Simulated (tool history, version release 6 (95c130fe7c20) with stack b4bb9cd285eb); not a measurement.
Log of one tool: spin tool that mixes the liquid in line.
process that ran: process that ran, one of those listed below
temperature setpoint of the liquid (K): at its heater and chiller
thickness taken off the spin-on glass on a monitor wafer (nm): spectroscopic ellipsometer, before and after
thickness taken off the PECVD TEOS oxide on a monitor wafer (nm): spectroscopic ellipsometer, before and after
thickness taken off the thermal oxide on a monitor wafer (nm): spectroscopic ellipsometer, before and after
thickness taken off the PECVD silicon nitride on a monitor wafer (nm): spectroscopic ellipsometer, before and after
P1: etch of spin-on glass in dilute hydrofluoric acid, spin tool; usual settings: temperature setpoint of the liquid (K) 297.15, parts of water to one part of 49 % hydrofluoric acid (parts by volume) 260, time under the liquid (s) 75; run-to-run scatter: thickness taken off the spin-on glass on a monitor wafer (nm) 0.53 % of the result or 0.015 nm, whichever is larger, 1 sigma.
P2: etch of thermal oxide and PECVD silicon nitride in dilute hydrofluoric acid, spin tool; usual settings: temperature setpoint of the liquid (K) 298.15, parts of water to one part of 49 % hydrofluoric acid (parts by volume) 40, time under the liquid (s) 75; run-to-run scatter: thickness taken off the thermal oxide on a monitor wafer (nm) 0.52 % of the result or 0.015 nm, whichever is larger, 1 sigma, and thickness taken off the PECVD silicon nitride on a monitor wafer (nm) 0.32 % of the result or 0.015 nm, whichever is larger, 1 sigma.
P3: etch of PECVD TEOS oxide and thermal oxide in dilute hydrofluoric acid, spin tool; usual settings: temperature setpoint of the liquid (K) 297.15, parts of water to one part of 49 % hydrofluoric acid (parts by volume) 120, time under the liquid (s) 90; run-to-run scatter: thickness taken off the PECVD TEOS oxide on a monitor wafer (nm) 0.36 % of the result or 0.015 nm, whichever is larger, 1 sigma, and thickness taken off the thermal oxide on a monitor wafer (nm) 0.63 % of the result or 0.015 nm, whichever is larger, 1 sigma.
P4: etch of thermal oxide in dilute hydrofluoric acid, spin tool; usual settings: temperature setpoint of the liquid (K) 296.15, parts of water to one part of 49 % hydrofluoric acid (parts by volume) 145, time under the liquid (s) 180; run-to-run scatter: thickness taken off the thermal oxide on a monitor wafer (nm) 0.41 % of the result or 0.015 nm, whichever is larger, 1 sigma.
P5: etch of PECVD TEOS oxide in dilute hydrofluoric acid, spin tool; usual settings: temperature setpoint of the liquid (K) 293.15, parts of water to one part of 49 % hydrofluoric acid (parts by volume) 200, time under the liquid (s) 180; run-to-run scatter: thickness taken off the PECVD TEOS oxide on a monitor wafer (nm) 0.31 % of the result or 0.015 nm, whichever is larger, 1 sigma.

run,hour,process that ran,temperature setpoint of the liquid (K),parts of water to one part of 49 % hydrofluoric acid (parts by volume),time under the liquid (s),hours since the thermometer was replaced,hours since the hydrofluoric acid flow meter was replaced,thickness taken off the spin-on glass on a monitor wafer (nm),thickness taken off the PECVD TEOS oxide on a monitor wafer (nm),thickness taken off the thermal oxide on a monitor wafer (nm),thickness taken off the PECVD silicon nitride on a monitor wafer (nm)
1,6.5,P1,297.15,260,75,646.2,458.4,6.6185,,,
2,12.8,P1,290.65,420,75,652.5,464.7,2.8187,,,
3,22.4,P5,300.65,200,180,662.1,474.3,,9.3303,,
4,30.9,P1,297.15,145,75,670.6,482.8,13.3560,,,
5,38.2,P1,297.15,390,75,677.9,490.1,3.8768,,,
6,49.9,P1,297.15,260,135,689.6,501.8,11.8520,,,
7,62.4,P4,301.65,145,180,702.1,514.3,,,6.8895,
8,69.8,P5,293.15,200,340,709.5,521.7,,13.4930,,
9,76.9,P2,291.65,40,75,716.6,528.8,,,7.7463,5.1618
10,83.7,P3,297.15,20,90,723.4,535.6,,138.3900,24.7110,
11,95.5,P2,298.15,40,75,735.2,547.4,,,10.2010,8.0608
12,108.4,P2,298.15,40,15,748.1,560.3,,,2.0169,1.6211
13,120.0,P4,296.15,145,180,759.7,571.9,,,5.5723,
14,127.8,P5,293.15,60,180,767.5,579.7,,27.2910,,
15,139.6,P1,297.15,260,75,779.3,591.5,6.6287,,,
16,152.5,P1,297.15,110,125,792.2,604.4,30.6980,,,
17,160.0,P3,303.65,120,90,799.7,611.9,,25.9600,4.6079,
18,167.1,P2,298.15,20,75,806.8,619.0,,,21.0540,15.6950
19,173.4,P1,297.15,260,75,813.1,625.3,6.5313,,,
20,186.0,P1,297.15,260,75,825.7,637.9,6.6302,,,
21,194.2,P5,293.15,200,180,833.9,646.1,,7.0431,,

The next listed run, before its measurement:
22,205.7,P1,297.15,260,75,845.4,657.6,?,,,

thickness taken off the spin-on glass on a monitor wafer (nm): 6.6212

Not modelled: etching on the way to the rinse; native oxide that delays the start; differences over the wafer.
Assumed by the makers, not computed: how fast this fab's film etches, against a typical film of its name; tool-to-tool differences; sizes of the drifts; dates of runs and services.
